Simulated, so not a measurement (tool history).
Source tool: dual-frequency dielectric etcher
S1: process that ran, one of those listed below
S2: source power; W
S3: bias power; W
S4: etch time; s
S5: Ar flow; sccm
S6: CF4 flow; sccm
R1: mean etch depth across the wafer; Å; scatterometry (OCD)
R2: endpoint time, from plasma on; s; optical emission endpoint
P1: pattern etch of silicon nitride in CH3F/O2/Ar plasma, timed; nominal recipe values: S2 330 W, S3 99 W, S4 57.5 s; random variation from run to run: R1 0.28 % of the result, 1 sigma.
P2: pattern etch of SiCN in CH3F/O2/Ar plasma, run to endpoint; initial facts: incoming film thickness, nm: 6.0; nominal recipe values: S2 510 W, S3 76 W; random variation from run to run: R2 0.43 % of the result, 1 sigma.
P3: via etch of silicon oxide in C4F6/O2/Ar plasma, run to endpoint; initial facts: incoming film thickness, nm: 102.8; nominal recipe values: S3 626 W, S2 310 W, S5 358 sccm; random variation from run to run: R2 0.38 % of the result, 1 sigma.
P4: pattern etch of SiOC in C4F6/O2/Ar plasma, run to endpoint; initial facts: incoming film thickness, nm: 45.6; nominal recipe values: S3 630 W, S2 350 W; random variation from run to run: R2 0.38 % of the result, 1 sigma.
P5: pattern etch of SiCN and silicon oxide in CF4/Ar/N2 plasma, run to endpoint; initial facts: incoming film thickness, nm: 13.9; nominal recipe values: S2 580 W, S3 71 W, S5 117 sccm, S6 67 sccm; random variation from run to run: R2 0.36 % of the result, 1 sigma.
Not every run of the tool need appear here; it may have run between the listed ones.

run,hour,S1,S2,S3,S4,S5,S6,R1,R2
1,9.3,P1,330,99,57.5,,,419.04,
2,17.2,P5,470,71,,117,67,,15.585
3,26,P3,310,626,,358,,,24.055
4,35.3,P1,440,99,57.5,,,464.17,
5,41.4,P3,310,626,,500,,,25.18
6,48.4,P1,450,126,57.5,,,511.21,
7,53.7,P1,330,99,57.5,,,416.54,
8,60.1,P5,580,71,,117,91,,12.431
9,71.6,P1,330,99,80,,,578.34,
10,78.2,P4,350,630,,,,,14.5
11,88.2,P3,310,817,,358,,,21.687
12,93.9,P3,310,626,,358,,,24.141
13,104.9,P1,330,99,57.5,,,417.55,
14,113.8,P3,240,626,,358,,,26.428
15,123.9,P2,510,76,,,,,14.573
16,132.8,P4,440,630,,,,,13.326
17,141.2,P1,330,138,57.5,,,472.69,
18,148,P5,580,71,,160,67,,13.751
19,156.9,P5,580,45,,117,67,,15.032
20,166.3,P1,220,99,57.5,,,359.98,
21,176.3,P4,350,473,,,,,16.234
22,182.7,P5,580,71,,117,67,,12.936
23,188.2,P1,330,99,33.5,,,243,
24,198.5,P2,300,76,,,,,17.84
25,206.8,P1,330,78,57.5,,,382.76,
26,218.5,P1,220,60,57.5,,,300.24,
27,230.6,P2,510,98,,,,,13.325
28,238.8,P1,330,99,57.5,,,416.43,
29,248.8,P5,580,71,,117,67,,13.05
30,255.6,P1,330,99,57.5,,,415.77,
31,262.7,P2,510,76,,,,,14.639
32,273.3,P1,330,99,57.5,,,418.18,
33,280.1,P1,330,99,57.5,,,415.59,
34,290.6,P1,330,99,57.5,,,415.23,

Run 35 is up next; what results do you expect?
35,298.2,P1,330,99,57.5,,,?,

{"run 35": {"R1": 414.4}}
